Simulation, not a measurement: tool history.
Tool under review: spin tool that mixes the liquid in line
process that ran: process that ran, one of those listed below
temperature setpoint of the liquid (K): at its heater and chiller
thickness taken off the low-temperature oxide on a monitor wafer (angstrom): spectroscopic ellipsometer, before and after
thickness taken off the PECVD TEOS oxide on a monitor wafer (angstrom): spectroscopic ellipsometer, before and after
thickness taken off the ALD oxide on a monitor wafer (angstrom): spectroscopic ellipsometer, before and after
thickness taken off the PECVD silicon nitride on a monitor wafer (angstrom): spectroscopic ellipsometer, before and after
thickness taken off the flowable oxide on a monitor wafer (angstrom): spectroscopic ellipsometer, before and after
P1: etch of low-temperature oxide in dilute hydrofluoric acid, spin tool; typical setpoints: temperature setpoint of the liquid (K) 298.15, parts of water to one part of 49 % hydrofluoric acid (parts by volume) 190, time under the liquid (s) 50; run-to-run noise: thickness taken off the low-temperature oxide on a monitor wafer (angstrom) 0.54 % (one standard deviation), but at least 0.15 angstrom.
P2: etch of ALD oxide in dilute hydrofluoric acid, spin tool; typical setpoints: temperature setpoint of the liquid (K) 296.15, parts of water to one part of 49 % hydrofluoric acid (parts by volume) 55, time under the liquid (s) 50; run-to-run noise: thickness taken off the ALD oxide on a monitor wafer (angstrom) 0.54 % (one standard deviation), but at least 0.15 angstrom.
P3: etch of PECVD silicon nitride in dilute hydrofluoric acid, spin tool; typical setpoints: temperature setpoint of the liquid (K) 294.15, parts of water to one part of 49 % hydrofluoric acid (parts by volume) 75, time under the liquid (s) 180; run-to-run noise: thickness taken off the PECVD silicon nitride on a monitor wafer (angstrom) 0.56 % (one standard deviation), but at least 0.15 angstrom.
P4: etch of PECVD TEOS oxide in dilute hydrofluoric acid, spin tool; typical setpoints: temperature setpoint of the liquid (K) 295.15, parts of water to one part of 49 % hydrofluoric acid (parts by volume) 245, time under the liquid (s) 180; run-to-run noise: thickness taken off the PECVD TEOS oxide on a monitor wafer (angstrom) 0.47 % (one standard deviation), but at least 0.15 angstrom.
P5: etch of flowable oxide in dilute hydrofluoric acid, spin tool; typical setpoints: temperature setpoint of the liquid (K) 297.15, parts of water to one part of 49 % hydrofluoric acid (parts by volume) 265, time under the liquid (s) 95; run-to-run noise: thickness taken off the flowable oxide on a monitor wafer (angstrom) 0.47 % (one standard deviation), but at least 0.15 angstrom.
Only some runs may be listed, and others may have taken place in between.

| run | hour | process that ran | temperature setpoint of the liquid (K) | parts of water to one part of 49 % hydrofluoric acid (parts by volume) | time under the liquid (s) | thickness taken off the low-temperature oxide on a monitor wafer (angstrom) | thickness taken off the PECVD TEOS oxide on a monitor wafer (angstrom) | thickness taken off the ALD oxide on a monitor wafer (angstrom) | thickness taken off the PECVD silicon nitride on a monitor wafer (angstrom) | thickness taken off the flowable oxide on a monitor wafer (angstrom) |
|---|---|---|---|---|---|---|---|---|---|---|
| 1 | 12.8 | P1 | 298.15 | 190 | 50 | 50.744 |  |  |  |  |
| 2 | 22.3 | P4 | 290.15 | 245 | 180 |  | 97.457 |  |  |  |
| 3 | 35.2 | P1 | 298.15 | 190 | 50 | 49.979 |  |  |  |  |
| 4 | 48.3 | P2 | 296.15 | 95 | 50 |  |  | 80.752 |  |  |
| 5 | 57.6 | P2 | 290.15 | 55 | 50 |  |  | 114.180 |  |  |
| 6 | 67.1 | P1 | 290.65 | 190 | 50 | 37.619 |  |  |  |  |
| 7 | 75.3 | P1 | 298.15 | 190 | 50 | 50.358 |  |  |  |  |
| 8 | 83.6 | P3 | 294.15 | 75 | 180 |  |  |  | 53.612 |  |
| 9 | 96.3 | P5 | 297.15 | 265 | 55 |  |  |  |  | 73.093 |
| 10 | 103.1 | P4 | 295.15 | 245 | 180 |  | 117.580 |  |  |  |
| 11 | 116.2 | P1 | 298.15 | 190 | 15 | 15.409 |  |  |  |  |
| 12 | 130.9 | P5 | 297.15 | 475 | 95 |  |  |  |  | 58.078 |
| 13 | 141.4 | P1 | 298.15 | 90 | 50 | 119.540 |  |  |  |  |
| 14 | 155.4 | P1 | 298.15 | 190 | 50 | 50.780 |  |  |  |  |
| 15 | 167.3 | P1 | 303.65 | 335 | 50 | 29.479 |  |  |  |  |
| 16 | 179.2 | P1 | 292.65 | 285 | 50 | 24.918 |  |  |  |  |
| 17 | 192.3 | P1 | 298.15 | 190 | 50 | 50.564 |  |  |  |  |
| 18 | 200.7 | P1 | 298.15 | 190 | 50 | 50.574 |  |  |  |  |
| 19 | 208.1 | P5 | 304.65 | 265 | 95 |  |  |  |  | 162.720 |
| 20 | 218.6 | P1 | 298.15 | 190 | 90 | 92.168 |  |  |  |  |
| 21 | 232.5 | P3 | 290.15 | 75 | 180 |  |  |  | 40.765 |  |
| 22 | 241.7 | P4 | 295.15 | 415 | 180 |  | 59.477 |  |  |  |
| 23 | 252.9 | P2 | 296.15 | 55 | 50 |  |  | 147.940 |  |  |
| 24 | 265.8 | P2 | 296.15 | 55 | 15 |  |  | 44.042 |  |  |
| 25 | 276.8 | P3 | 294.15 | 75 | 75 |  |  |  | 22.459 |  |
| 26 | 288.6 | P3 | 294.15 | 20 | 180 |  |  |  | 192.680 |  |
| 27 | 295.4 | P4 | 295.15 | 245 | 180 |  | 118.530 |  |  |  |
| 28 | 309.4 | P1 | 306.15 | 190 | 50 | 66.685 |  |  |  |  |
| 29 | 318.8 | P1 | 298.15 | 290 | 50 | 29.724 |  |  |  |  |
| 30 | 325.8 | P5 | 297.15 | 265 | 95 |  |  |  |  | 125.400 |
| 31 | 339.6 | P5 | 297.15 | 265 | 95 |  |  |  |  | 126.280 |
| 32 | 349.8 | P4 | 295.15 | 245 | 330 |  | 214.000 |  |  |  |
| 33 | 358.5 | P1 | 298.15 | 190 | 50 | 50.577 |  |  |  |  |
| 34 | 366.9 | P1 | 298.15 | 190 | 50 | 50.015 |  |  |  |  |
| 35 | 379.0 | P1 | 298.15 | 190 | 50 | 48.635 |  |  |  |  |
| 36 | 393.0 | P1 | 298.15 | 190 | 50 | 47.774 |  |  |  |  |
| 37 | 402.1 | P1 | 298.15 | 190 | 50 | 47.267 |  |  |  |  |
| 38 | 408.8 | P1 | 298.15 | 190 | 50 | 47.872 |  |  |  |  |
| 39 | 421.8 | P1 | 298.15 | 190 | 50 | 47.518 |  |  |  |  |
| 40 | 434.5 | P1 | 298.15 | 190 | 50 | 47.858 |  |  |  |  |
| 41 | 445.6 | P1 | 298.15 | 190 | 50 | 47.097 |  |  |  |  |
| 42 | 455.6 | P1 | 298.15 | 190 | 50 | 47.011 |  |  |  |  |

The log shows P1 creeping away from where it was. Any of the 2 causes listed here, at the size stated for it, fits the log just as well as the others:
A: hydrofluoric acid flow below the setpoint (%) = 5.33
B: liquid colder than its thermometer reads (K) = 1.8
The process output started creeping at around hour 358.5.

Each of the 4 check runs below uses one wafer; its results are left as question marks. Which run tells the causes apart?
| check 1 | 465.6 | P3 | 294.15 | 50 | 100 |  |  |  | ? |  |
| check 2 | 465.6 | P5 | 300.65 | 265 | 95 |  |  |  |  | ? |
| check 3 | 465.6 | P4 | 290.15 | 245 | 290 |  | ? |  |  |  |
| check 4 | 465.6 | P2 | 296.15 | 90 | 50 |  |  | ? |  |  |

How each check would come out, cause by cause:
| check | result | if A | if B |
|---|---|---|---|
| check 1 | thickness taken off the PECVD silicon nitride on a monitor wafer (angstrom) | 41.993 | 39.095 |
| check 2 | thickness taken off the flowable oxide on a monitor wafer (angstrom) | 132.790 | 133.980 |
| check 3 | thickness taken off the PECVD TEOS oxide on a monitor wafer (angstrom) | 146.680 | 146.080 |
| check 4 | thickness taken off the ALD oxide on a monitor wafer (angstrom) | 80.786 | 79.814 |
Smallest distance between any two causes, each pair judged by its most separating result, in per cent: check 1 7.15 %; check 2 0.89 %; check 3 0.41 %; check 4 1.21 %
Check 1 is the one run that separates the causes; every other check would come out nearly the same whichever cause is at work.

Check 1 has now been run. It gave: thickness taken off the PECVD silicon nitride on a monitor wafer (angstrom) 42.081. Which of the candidate causes is it?

It is A: hydrofluoric acid flow below the setpoint (%).

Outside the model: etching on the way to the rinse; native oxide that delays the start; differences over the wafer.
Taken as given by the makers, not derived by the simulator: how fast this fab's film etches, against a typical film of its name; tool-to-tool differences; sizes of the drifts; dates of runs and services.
